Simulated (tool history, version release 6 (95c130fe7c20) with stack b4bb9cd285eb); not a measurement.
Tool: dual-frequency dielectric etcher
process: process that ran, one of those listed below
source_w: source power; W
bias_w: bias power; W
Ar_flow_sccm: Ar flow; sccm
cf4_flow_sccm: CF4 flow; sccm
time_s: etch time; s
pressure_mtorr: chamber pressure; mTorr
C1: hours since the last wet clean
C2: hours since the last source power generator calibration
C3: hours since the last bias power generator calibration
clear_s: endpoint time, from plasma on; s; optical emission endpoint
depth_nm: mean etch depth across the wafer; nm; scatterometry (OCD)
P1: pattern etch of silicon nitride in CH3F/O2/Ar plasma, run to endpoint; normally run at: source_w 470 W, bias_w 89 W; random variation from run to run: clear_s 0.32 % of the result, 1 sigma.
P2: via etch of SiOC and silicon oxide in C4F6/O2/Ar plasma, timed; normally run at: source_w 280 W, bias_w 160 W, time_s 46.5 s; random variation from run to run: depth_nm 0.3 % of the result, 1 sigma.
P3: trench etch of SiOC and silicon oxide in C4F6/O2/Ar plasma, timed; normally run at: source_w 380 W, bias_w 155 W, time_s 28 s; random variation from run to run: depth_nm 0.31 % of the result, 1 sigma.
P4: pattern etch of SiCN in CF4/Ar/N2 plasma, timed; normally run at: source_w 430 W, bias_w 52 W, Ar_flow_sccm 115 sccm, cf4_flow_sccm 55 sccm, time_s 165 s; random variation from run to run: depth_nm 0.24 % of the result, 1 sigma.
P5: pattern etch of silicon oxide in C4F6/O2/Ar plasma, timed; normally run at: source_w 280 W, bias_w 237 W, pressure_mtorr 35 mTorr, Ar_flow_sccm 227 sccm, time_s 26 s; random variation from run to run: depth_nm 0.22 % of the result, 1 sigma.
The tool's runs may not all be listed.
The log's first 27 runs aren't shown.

Run 28, hour 169: process P4, source_w 540 W, bias_w 52 W, Ar_flow_sccm 115 sccm, cf4_flow_sccm 55 sccm, time_s 165 s; C1 10; C2 91.8; C3 526.1. Result: depth_nm 140.33 nm.
Run 29, hour 174.6: process P3, source_w 380 W, bias_w 155 W, time_s 28 s; C1 15.6; C2 97.4; C3 531.7. Result: depth_nm 50.993 nm.
Run 30, hour 179.1: process P4, source_w 430 W, bias_w 52 W, Ar_flow_sccm 115 sccm, cf4_flow_sccm 55 sccm, time_s 129 s; C1 20.1; C2 101.9; C3 536.2. Result: depth_nm 89.744 nm.
Run 31, hour 186.4: process P2, source_w 280 W, bias_w 160 W, time_s 46.5 s; C1 27.4; C2 109.2; C3 543.5. Result: depth_nm 44.771 nm.
Run 32, hour 194.5: process P4, source_w 430 W, bias_w 52 W, Ar_flow_sccm 115 sccm, cf4_flow_sccm 55 sccm, time_s 165 s; C1 35.5; C2 117.3; C3 551.6. Result: depth_nm 114.35 nm.
Run 33, hour 202.8: process P2, source_w 380 W, bias_w 160 W, time_s 46.5 s; C1 43.8; C2 125.6; C3 559.9. Result: depth_nm 50.545 nm.
Run 34, hour 211.7: process P3, source_w 380 W, bias_w 210 W, time_s 28 s; C1 52.7; C2 134.5; C3 568.8. Result: depth_nm 56.624 nm.
Run 35, hour 217.4: process P1, source_w 470 W, bias_w 89 W; C1 58.4; C2 140.2; C3 574.5. Result: clear_s 50.65 s.
Run 36, hour 222.6: process P1, source_w 470 W, bias_w 89 W; C1 63.6; C2 145.4; C3 579.7. Result: clear_s 50.136 s.
Run 37, hour 228.7: process P1, source_w 470 W, bias_w 89 W; C1 69.7; C2 151.5; C3 585.8. Result: clear_s 49.898 s.
Run 38, hour 235.4: process P1, source_w 470 W, bias_w 89 W; C1 76.4; C2 158.2; C3 592.5. Result: clear_s 49.52 s.

Run 39 comes next. What will it give?
At hour 237.5: wet clean of the chamber.
Run 39, hour 243.4: process P1, source_w 470 W, bias_w 89 W; C1 6; C2 166.2; C3 600.5. Result: clear_s ?.

{"run 39": {"clear_s": 49.741}}
